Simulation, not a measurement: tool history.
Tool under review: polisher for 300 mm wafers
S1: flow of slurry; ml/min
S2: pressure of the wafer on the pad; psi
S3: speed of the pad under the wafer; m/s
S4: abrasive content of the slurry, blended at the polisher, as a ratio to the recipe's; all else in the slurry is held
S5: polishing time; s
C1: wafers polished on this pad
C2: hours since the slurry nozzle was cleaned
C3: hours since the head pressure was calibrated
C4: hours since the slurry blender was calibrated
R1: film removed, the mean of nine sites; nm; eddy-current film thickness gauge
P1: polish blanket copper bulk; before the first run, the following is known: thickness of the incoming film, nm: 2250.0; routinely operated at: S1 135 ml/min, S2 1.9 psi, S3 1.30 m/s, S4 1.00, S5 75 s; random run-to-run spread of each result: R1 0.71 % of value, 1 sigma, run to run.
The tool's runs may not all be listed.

run,hour,S1,S2,S3,S4,S5,C1,C2,C3,C4,R1
1,11.8,135,1.9,1.30,1.00,75,1104,477.9,753.9,229.3,644.68
2,18.1,190,1.9,1.30,1.00,75,1150,484.2,760.2,235.6,678.36
3,24.5,135,1.9,1.30,1.00,75,1196,490.6,766.6,242.0,645.86
4,37.7,135,1.9,0.82,1.00,75,1293,503.8,779.8,255.2,403.17
5,43.6,80,0.9,1.30,1.00,75,1336,509.7,785.7,261.1,269.81
6,50.1,135,1.9,1.30,1.40,75,1383,516.2,792.2,267.6,690.26
7,58.4,135,1.9,1.30,1.00,75,1444,524.5,800.5,275.9,631.76
8,64.8,135,1.9,1.30,1.00,75,1491,530.9,806.9,282.3,643.38
9,72.3,135,1.9,1.30,0.55,75,1545,538.4,814.4,289.8,567.90
10,78.8,135,1.9,1.64,1.00,75,1593,544.9,820.9,296.3,811.26
11,92.2,135,1.9,0.90,1.00,54,1691,558.3,834.3,309.7,318.71
12,100.3,135,0.9,1.30,1.00,75,1750,566.4,842.4,317.8,306.09
13,109.9,135,1.9,1.30,1.00,114,1820,576.0,852.0,327.4,978.42
14,121.9,135,3.0,1.30,1.00,75,1908,588.0,864.0,339.4,1012.10
15,134.1,80,1.9,1.30,1.00,75,1997,600.2,876.2,351.6,566.30
16,143.0,135,1.9,1.30,1.00,39,2062,609.1,885.1,360.5,336.44
17,153.0,135,1.9,1.30,1.00,75,2135,619.1,895.1,370.5,647.09
18,166.3,135,1.9,1.30,1.00,75,2232,632.4,908.4,383.8,641.49
19,179.6,135,1.9,1.30,1.00,75,2329,645.7,921.7,397.1,649.51
20,189.9,135,1.9,1.30,1.00,75,2404,656.0,932.0,407.4,616.96
21,197.9,135,1.9,1.30,1.00,75,2462,664.0,940.0,415.4,613.87
22,211.3,135,1.9,1.30,1.00,75,2560,677.4,953.4,428.8,598.29
# hour 212.1: head pressure recalibrated
23,222.8,135,1.9,1.30,1.00,75,2644,688.9,10.8,440.3,584.97
# hour 231.9: slurry blender recalibrated
24,235.8,135,1.9,1.30,1.00,75,2739,701.9,23.8,4.0,585.68
25,246.7,135,1.9,1.30,1.00,75,2819,712.8,34.7,14.9,581.73
26,256.6,135,1.9,1.30,1.00,75,2891,722.7,44.6,24.8,580.81
27,268.8,135,1.9,1.30,1.00,75,2980,734.9,56.8,37.0,583.63

P1 no longer gives what it gave before; its output has crept away from where it was. The following 2 causes, each at its listed size, fit the log equally well:
A: slurry flow missing at the pad, % = 36.9
B: removal rate lost through wear of the pad, % = 10.3
The creep began at about hour 179.6.
Each remaining cause and why it is not a fit:
head's pressure below its setpoint, %: serviced at hour 212.1, after the drift had started, without restoring the earlier output
abrasive missing from the slurry, %: serviced at hour 231.9, after the drift had started, without restoring the earlier output

Listed below are the offered check runs, one wafer per run, with question marks in place of results. For which of them would the causes give clearly different outcomes?
check 1,281.0,135,2.8,1.30,1.00,75,,,,,?
check 2,281.0,135,1.0,1.30,0.60,75,,,,,?
check 3,281.0,80,1.9,1.30,1.00,75,,,,,?
check 4,281.0,160,1.9,1.30,1.00,40,,,,,?

If the cause were each of the candidates in turn, the checks would give the following:
check,result,if A,if B
check 1,R1,852.30,851.90
check 2,R1,273.76,273.63
check 3,R1,479.40,509.29
check 4,R1,322.70,317.65
Separation of the two closest causes in each check, using whichever result separates them best: check 1 0.05 %; check 2 0.05 %; check 3 6.05 %; check 4 1.58 %
The other checks would show nearly matching results whichever cause is true, so check 3 is the only one that separates the causes.

After running check 3, the following was obtained: R1 474.08 nm. Which cause does this point to?

It was cause A: slurry flow missing at the pad, %.
